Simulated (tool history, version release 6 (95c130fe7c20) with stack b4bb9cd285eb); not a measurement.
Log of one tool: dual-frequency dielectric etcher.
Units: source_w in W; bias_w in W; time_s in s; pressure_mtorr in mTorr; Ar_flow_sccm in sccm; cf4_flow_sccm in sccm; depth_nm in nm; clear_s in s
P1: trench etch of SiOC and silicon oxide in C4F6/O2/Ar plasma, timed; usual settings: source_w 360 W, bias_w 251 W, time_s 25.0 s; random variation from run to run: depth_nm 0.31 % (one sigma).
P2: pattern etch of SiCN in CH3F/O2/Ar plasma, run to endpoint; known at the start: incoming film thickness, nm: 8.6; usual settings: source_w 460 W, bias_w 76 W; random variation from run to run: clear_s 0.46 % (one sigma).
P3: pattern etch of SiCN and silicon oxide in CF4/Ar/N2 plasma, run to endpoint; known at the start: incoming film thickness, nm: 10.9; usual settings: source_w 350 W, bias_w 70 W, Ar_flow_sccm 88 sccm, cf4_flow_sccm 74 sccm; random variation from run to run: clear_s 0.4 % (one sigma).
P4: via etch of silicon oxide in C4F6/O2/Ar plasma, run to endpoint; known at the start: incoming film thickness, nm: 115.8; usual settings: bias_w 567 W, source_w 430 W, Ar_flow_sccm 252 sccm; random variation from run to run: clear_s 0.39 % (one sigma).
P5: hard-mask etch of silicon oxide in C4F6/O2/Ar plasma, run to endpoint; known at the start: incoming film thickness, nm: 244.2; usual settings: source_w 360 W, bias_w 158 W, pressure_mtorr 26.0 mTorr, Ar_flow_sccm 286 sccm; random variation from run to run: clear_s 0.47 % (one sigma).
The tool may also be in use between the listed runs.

run	hour	process	source_w	bias_w	time_s	pressure_mtorr	Ar_flow_sccm	cf4_flow_sccm	depth_nm	clear_s
1	3.2	P1	360	251	25.0				53.843	
2	6.5	P1	360	336	14.0				33.669	
3	10.4	P5	500	158		26.0	286			70.814
4	14.1	P5	360	188		26.0	286			76.624
5	16.8	P5	360	158		26.0	357			82.565
6	21.3	P3	350	70			88	74		15.549
7	26.6	P1	360	251	25.0				53.919	
8	31.7	P4	430	795			252			20.457
9	35.6	P1	360	251	32.5				69.997	
# hour 39.4: source power generator calibrated
10	40.4	P5	360	158		26.0	286			80.683
11	43.2	P1	360	251	15.5				33.634	
12	47.6	P3	480	70			88	74		11.726
13	50.6	P1	360	151	25.0				45.915	
14	53.4	P5	360	158		31.5	286			83.256
15	56.6	P1	500	251	25.0				61.180	
16	61.3	P1	360	251	25.0				53.946	
17	66.7	P4	430	567			252			23.264
18	71.4	P2	460	76						21.375
19	74.5	P1	360	251	25.0				53.785	
20	79.4	P4	430	567			336			24.137
21	83.7	P3	350	70			57	74		14.719
22	89.5	P3	350	57			88	74		16.555
23	95.2	P4	430	567			252			23.332
24	99.2	P1	220	251	25.0				44.734	
25	103.0	P2	460	91						19.911
26	107.7	P3	350	70			88	104		14.841
27	112.3	P1	360	251	25.0				53.996	
28	115.2	P4	560	567			252			21.023
29	120.2	P1	360	312	25.0				58.121	
30	124.9	P2	650	76						18.716
31	130.8	P1	360	251	25.0				53.992	
32	134.5	P1	360	251	25.0				54.498	
33	137.1	P1	360	251	25.0				54.390	
34	140.5	P1	360	251	25.0				54.494	
35	143.3	P1	360	251	25.0				54.587	
36	147.1	P1	360	251	25.0				55.066	
# hour 147.4: wet clean of the chamber
37	151.1	P1	360	251	25.0				54.625	
38	155.2	P1	360	251	25.0				54.729	
39	159.4	P1	360	251	25.0				55.043	
40	164.4	P1	360	251	25.0				54.807	
41	168.8	P1	360	251	25.0				54.779	
42	174.1	P1	360	251	25.0				54.689	

What P1 gives has crept away from where it was. These 2 causes fit the log equally well, each at the size given:
A: bias power that arrives over what is set, % = 4.57
B: source power that arrives over what is set, % = 4.09
The creep began at about hour 130.8.
Why every other cause is out:
chamber walls in a state that raises the etch rate, %: serviced at hour 147.4, which brought nothing back

4 check runs are offered, each on 2 wafers whose results are averaged, their results left as question marks. Which one tells the causes apart?
check 1	179.4	P4	550	790			252			?
check 2	179.4	P3	350	58			58	74		?
check 3	179.4	P2	630	90						?
check 4	179.4	P5	500	158		26.0	286			?

What each check would give under each cause:
check	result	if A	if B
check 1	clear_s	18.370	18.424
check 2	clear_s	15.380	15.040
check 3	clear_s	17.572	17.591
check 4	clear_s	70.141	69.980
How far apart the two closest causes lie, in the result that separates them most: check 1 0.3 %; check 2 2.23 %; check 3 0.11 %; check 4 0.23 %
Check 2 tells the causes apart: in the others they would give nearly the same result.

Check 2 was then run and gave: clear_s 15.462 s. Which cause is it?

It is A: bias power that arrives over what is set, %.

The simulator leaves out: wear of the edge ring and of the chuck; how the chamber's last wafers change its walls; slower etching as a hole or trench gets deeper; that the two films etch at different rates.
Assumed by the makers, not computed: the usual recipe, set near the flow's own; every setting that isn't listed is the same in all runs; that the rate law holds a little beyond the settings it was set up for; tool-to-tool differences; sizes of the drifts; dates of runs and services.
